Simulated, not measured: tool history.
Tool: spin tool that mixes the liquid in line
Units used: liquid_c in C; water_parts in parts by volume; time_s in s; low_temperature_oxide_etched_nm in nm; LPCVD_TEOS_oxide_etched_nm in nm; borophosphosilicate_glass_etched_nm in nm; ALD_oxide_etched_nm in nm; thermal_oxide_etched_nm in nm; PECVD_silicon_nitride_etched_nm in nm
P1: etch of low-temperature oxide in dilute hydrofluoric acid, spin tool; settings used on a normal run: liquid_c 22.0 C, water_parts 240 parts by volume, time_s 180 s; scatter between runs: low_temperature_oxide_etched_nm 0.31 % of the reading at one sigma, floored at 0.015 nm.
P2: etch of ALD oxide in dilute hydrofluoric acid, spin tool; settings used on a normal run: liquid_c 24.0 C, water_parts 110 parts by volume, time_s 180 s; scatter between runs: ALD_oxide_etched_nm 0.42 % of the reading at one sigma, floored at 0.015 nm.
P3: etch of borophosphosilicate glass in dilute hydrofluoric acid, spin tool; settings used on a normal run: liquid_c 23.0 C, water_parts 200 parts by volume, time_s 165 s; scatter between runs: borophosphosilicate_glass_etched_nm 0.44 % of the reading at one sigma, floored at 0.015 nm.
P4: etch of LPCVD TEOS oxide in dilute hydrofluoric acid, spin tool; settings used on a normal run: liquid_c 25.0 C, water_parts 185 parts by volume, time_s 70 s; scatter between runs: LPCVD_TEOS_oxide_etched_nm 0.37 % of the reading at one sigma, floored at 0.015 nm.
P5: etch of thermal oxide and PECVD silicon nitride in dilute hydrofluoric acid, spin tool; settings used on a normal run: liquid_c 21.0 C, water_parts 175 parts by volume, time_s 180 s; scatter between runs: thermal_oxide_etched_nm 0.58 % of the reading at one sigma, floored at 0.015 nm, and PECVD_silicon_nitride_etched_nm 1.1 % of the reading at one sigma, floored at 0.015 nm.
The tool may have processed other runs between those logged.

run	hour	process	liquid_c	water_parts	time_s	hours since the thermometer was replaced	hours since the hydrofluoric acid flow meter was replaced	low_temperature_oxide_etched_nm	LPCVD_TEOS_oxide_etched_nm	borophosphosilicate_glass_etched_nm	ALD_oxide_etched_nm	thermal_oxide_etched_nm	PECVD_silicon_nitride_etched_nm
1	10.5	P1	22.0	240	180	1093.2	82.9	9.2620					
2	26.0	P4	25.0	185	115	1108.7	98.4		17.8300				
3	34.9	P1	22.0	150	180	1117.6	107.3	16.3860					
4	46.3	P1	22.0	240	180	1129.0	118.7	9.3309					
5	57.5	P1	22.0	240	265	1140.2	129.9	13.6120					
6	66.3	P3	30.5	200	165	1149.0	138.7			66.868			
7	78.5	P2	24.0	110	180	1161.2	150.9				20.7310		
8	86.1	P4	25.0	185	70	1168.8	158.5		10.8510				
9	95.2	P3	23.0	125	165	1177.9	167.6			89.204			
10	106.9	P1	22.0	240	180	1189.6	179.3	9.3038					
11	121.6	P5	17.0	175	180	1204.3	194.0					3.2615	1.7641
12	136.5	P5	21.0	175	180	1219.2	208.9					3.8162	2.3350
13	145.3	P3	23.0	200	165	1228.0	217.7			51.398			
14	160.6	P3	23.0	200	265	1243.3	233.0			82.497			
15	173.6	P4	25.0	185	70	1256.3	246.0		10.8530				
16	181.0	P2	24.0	110	75	1263.7	253.4				8.6949		
17	188.2	P1	22.0	240	40	1270.9	260.6	2.0953					
18	201.3	P1	28.5	240	270	1284.0	273.7	17.5860					
19	212.6	P1	22.0	345	180	1295.3	285.0	5.8761					
20	221.4	P1	22.0	240	180	1304.1	293.8	9.2830					
21	233.8	P2	30.0	110	180	1316.5	306.2				26.0700		
22	249.2	P3	23.0	200	165	1331.9	321.6			51.315			
23	263.0	P4	29.5	185	70	1345.7	335.4		12.7470				
24	274.9	P2	24.0	45	180	1357.6	347.3				55.4380		
25	291.0	P1	18.5	240	180	1373.7	363.4	8.1179					
26	302.2	P5	21.0	100	180	1384.9	374.6					7.2457	4.0834
27	310.2	P4	25.0	320	70	1392.9	382.6		5.4405				
28	321.9	P1	26.0	240	180	1404.6	394.3	10.6840					
29	331.7	P1	22.0	240	180	1414.4	404.1	9.2815					
30	347.1	P5	21.0	175	315	1429.8	419.5					6.7036	3.9816
31	363.0	P1	22.0	240	180	1445.7	435.4	9.3356					
32	378.5	P1	22.0	240	180	1461.2	450.9	9.4972					
33	391.7	P1	22.0	240	180	1474.4	464.1	9.6730					

The next listed run, before its measurement:
34	400.9	P1	22.0	240	180	1483.6	473.3	?					

low_temperature_oxide_etched_nm: 9.7049 nm

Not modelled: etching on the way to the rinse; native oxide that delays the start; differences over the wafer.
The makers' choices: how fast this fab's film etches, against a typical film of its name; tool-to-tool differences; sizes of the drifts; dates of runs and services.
